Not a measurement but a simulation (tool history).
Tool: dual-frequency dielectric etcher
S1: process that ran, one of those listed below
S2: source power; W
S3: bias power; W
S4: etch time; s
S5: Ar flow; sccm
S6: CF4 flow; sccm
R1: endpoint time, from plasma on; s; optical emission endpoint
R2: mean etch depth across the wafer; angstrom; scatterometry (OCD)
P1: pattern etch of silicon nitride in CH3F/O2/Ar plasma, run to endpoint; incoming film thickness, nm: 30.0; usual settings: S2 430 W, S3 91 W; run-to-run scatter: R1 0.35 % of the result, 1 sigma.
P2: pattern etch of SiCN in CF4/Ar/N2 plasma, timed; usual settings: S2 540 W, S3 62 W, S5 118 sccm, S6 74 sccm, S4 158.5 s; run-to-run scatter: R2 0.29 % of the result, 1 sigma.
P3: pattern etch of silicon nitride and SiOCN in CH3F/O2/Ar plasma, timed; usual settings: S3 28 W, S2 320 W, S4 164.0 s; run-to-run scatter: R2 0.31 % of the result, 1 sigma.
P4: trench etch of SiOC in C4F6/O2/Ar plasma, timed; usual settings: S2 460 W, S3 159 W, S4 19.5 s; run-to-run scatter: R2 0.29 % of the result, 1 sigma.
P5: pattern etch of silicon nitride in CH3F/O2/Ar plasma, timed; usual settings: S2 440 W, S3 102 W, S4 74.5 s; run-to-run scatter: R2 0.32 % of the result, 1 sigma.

run,hour,S1,S2,S3,S4,S5,S6,R1,R2
1,11.5,P1,430,91,,,,38.399,
2,22.3,P1,430,91,,,,38.393,
3,35.4,P1,430,67,,,,42.738,
4,50.7,P4,460,159,24.0,,,,510.07
5,64.9,P1,540,91,,,,35.028,
6,79.1,P3,320,33,164.0,,,,247.63
7,86.9,P1,310,91,,,,43.378,
8,94.6,P5,440,102,74.5,,,,618.00
9,104.8,P2,680,62,158.5,118,74,,1852.30
10,119.6,P4,460,219,19.5,,,,457.10
11,127.4,P4,460,159,19.5,,,,413.60
12,140.7,P1,430,91,,,,38.397,
13,152.6,P5,360,102,74.5,,,,574.29
14,162.2,P1,430,91,,,,38.384,
15,172.7,P4,570,159,19.5,,,,452.59
16,181.1,P2,540,62,158.5,96,74,,1564.60
17,193.2,P5,440,63,74.5,,,,521.23
18,201.9,P1,430,91,,,,38.481,
19,209.2,P1,430,119,,,,34.569,
20,222.1,P2,540,62,158.5,118,74,,1513.40
21,230.3,P3,320,28,164.0,,,,229.97
22,242.5,P5,440,102,74.5,,,,617.59
23,255.6,P2,540,62,158.5,118,91,,1573.10
24,270.9,P2,540,87,158.5,118,74,,1703.40
25,287.3,P2,540,62,229.5,118,74,,2175.50
# hour 292.7: bias power generator calibrated
26,301.0,P1,600,124,,,,30.422,
27,317.3,P5,440,102,93.5,,,,779.28
28,333.5,P3,240,28,164.0,,,,208.46
# hour 337.6: source power generator calibrated
29,344.2,P1,430,91,,,,38.407,
30,352.0,P3,320,28,231.0,,,,322.26
31,367.3,P3,320,28,164.0,,,,229.15
32,378.6,P1,430,91,,,,38.442,
33,386.3,P1,430,91,,,,38.407,
34,399.3,P1,430,91,,,,38.708,
35,409.2,P1,430,91,,,,38.553,
36,417.8,P1,430,91,,,,38.673,
# hour 423.4: wet clean of the chamber
37,429.9,P1,430,91,,,,38.935,
38,444.3,P1,430,91,,,,38.956,
39,453.7,P1,430,91,,,,38.915,
40,462.9,P1,430,91,,,,39.018,
41,479.1,P1,430,91,,,,38.836,
42,495.7,P1,430,91,,,,38.988,
43,505.7,P1,430,91,,,,38.762,

What P1 gives has crept away from where it was. These 2 causes fit the log equally well, each at the size given:
A: source power that arrives under what is set, % = 4.54
B: bias power that arrives under what is set, % = 4.76
The creep began at about hour 378.6.
Why every other cause is out:
chamber walls in a state that lowers the etch rate, %: serviced at hour 423.4, which brought nothing back

4 check runs are offered, one wafer each, their results left as question marks. Which one tells the causes apart?
check 1,515.7,P4,460,159,19.5,,,,?
check 2,515.7,P5,440,102,74.5,,,,?
check 3,515.7,P2,540,62,158.5,118,74,,?
check 4,515.7,P3,320,28,164.0,,,,?

What each check would give under each cause:
check,result,if A,if B
check 1,R2,406.24,407.67
check 2,R2,606.58,606.30
check 3,R2,1451.10,1487.30
check 4,R2,225.92,224.32
How far apart the two closest causes lie, in the result that separates them most: check 1 0.35 %; check 2 0.05 %; check 3 2.46 %; check 4 0.71 %
Check 3 tells the causes apart: in the others they would give nearly the same result.

Then check 3 was run and gave: R2 1484.30 angstrom. Which cause is it?

It is B: bias power that arrives under what is set, %.
